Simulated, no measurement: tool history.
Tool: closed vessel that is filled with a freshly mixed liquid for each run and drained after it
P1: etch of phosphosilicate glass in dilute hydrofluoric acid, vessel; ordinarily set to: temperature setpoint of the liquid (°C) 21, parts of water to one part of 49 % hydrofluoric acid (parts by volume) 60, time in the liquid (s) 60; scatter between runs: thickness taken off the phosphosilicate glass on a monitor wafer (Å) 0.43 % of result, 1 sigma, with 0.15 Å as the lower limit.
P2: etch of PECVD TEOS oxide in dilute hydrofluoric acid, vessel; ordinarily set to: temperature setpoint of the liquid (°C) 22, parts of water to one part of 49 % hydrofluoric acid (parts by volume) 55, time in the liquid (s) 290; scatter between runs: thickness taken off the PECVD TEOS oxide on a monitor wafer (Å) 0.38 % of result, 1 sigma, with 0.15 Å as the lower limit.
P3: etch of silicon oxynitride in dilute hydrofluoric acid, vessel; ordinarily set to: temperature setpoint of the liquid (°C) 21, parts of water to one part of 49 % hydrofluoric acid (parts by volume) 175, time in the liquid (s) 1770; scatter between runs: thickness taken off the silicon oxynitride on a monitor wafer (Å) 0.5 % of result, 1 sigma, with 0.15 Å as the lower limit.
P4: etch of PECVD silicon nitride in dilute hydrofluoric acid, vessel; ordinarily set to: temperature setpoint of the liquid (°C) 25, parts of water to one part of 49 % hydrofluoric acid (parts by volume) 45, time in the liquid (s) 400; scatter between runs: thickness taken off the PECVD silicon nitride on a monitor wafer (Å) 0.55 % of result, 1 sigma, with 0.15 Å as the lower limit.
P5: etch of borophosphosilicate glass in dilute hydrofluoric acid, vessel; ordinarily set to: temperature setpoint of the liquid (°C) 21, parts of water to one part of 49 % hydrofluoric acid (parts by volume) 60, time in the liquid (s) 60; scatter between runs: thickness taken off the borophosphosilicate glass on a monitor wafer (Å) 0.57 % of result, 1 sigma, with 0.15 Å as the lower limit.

run	hour	process that ran	temperature setpoint of the liquid (°C)	parts of water to one part of 49 % hydrofluoric acid (parts by volume)	time in the liquid (s)	thickness taken off the phosphosilicate glass on a monitor wafer (Å)	thickness taken off the PECVD TEOS oxide on a monitor wafer (Å)	thickness taken off the silicon oxynitride on a monitor wafer (Å)	thickness taken off the borophosphosilicate glass on a monitor wafer (Å)	thickness taken off the PECVD silicon nitride on a monitor wafer (Å)
1	2.5	P1	21	60	60	1614.3				
2	6.4	P1	21	60	60	1618.4				
3	10.2	P2	22	20	290		1260.3			
4	13.8	P2	22	55	290		443.86			
5	18.3	P3	28	175	1770			503.88		
6	21.7	P1	21	60	100	2685.4				
7	23.8	P5	21	60	110				987.3	
8	28.3	P3	21	175	1770			367.8		
9	32.2	P5	21	60	60				538.06	
10	34.7	P1	28.5	60	60	2185.1				
11	37.5	P1	21	60	60	1623.5				
12	40.5	P4	25	45	175					243.69
13	44.7	P5	28.5	60	60				731.7	
14	47.2	P4	18	45	400					344.66
15	50.9	P1	21	20	60	5087.7				
16	54.4	P4	25	45	400					552.39
17	57.2	P5	21	110	60				277.91	
18	59.6	P5	21	60	60				543.7	
19	63.2	P1	17	60	60	1357.5				
20	66.5	P3	21	175	2900			607.81		
21	69.9	P2	22	55	140		214.82			
22	72.1	P1	21	20	85	7184.2				
23	75.8	P1	21	60	30	812.75				
24	78.9	P2	17	55	290		357.96			
25	83.1	P1	21	60	60	1620.1				
26	86.7	P4	25	45	400					557.13
27	89.5	P1	21	100	60	921.51				
28	93.5	P3	21	305	1770			194.53		
29	97.6	P4	25	70	400					363.11
30	101.1	P1	21	60	60	1614.1				
31	104.3	P1	21	60	60	1672.3				
32	107.3	P1	21	60	60	1711.4				
33	109.5	P1	21	60	60	1718.9				
34	112	P1	21	60	60	1717.3				
35	115	P1	21	60	60	1740.3				
36	118.7	P1	21	60	60	1753.9				
37	122	P1	21	60	60	1745				

P1 has crept away from where it was. The log is fitted equally well by each of these 2 causes, at the sizes shown:
A: hydrofluoric acid flow above the setpoint (%) = 7.56
B: liquid hotter than its thermometer reads (K) = 1.88
The gradual shift began around hour 101.1.

Below are 4 check runs, each on a single wafer, with their results shown as question marks. Which of them would tell the listed causes apart, meaning the causes would give clearly different results under it?
check 1	125.3	P5	28.5	60	110				?	
check 2	125.3	P3	21	300	2760			?		
check 3	125.3	P2	17	20	290		?			
check 4	125.3	P4	18.5	60	400					?

What each check would give under each cause:
check	result	if A	if B
check 1	thickness taken off the borophosphosilicate glass on a monitor wafer (Å)	1450.9	1442.6
check 2	thickness taken off the silicon oxynitride on a monitor wafer (Å)	336.71	335.19
check 3	thickness taken off the PECVD TEOS oxide on a monitor wafer (Å)	1101.5	1110.6
check 4	thickness taken off the PECVD silicon nitride on a monitor wafer (Å)	288.09	305.83
Minimum pairwise separation of causes per check, each pair taken at its best-separating result: check 1 0.57 %; check 2 0.45 %; check 3 0.83 %; check 4 5.98 %
Check 4 distinguishes between the causes, while the remaining checks would return nearly the same result for all of them.

After running check 4, the following was obtained: thickness taken off the PECVD silicon nitride on a monitor wafer (Å) 305.31. Which cause does this point to?

It was cause B: liquid hotter than its thermometer reads (K).

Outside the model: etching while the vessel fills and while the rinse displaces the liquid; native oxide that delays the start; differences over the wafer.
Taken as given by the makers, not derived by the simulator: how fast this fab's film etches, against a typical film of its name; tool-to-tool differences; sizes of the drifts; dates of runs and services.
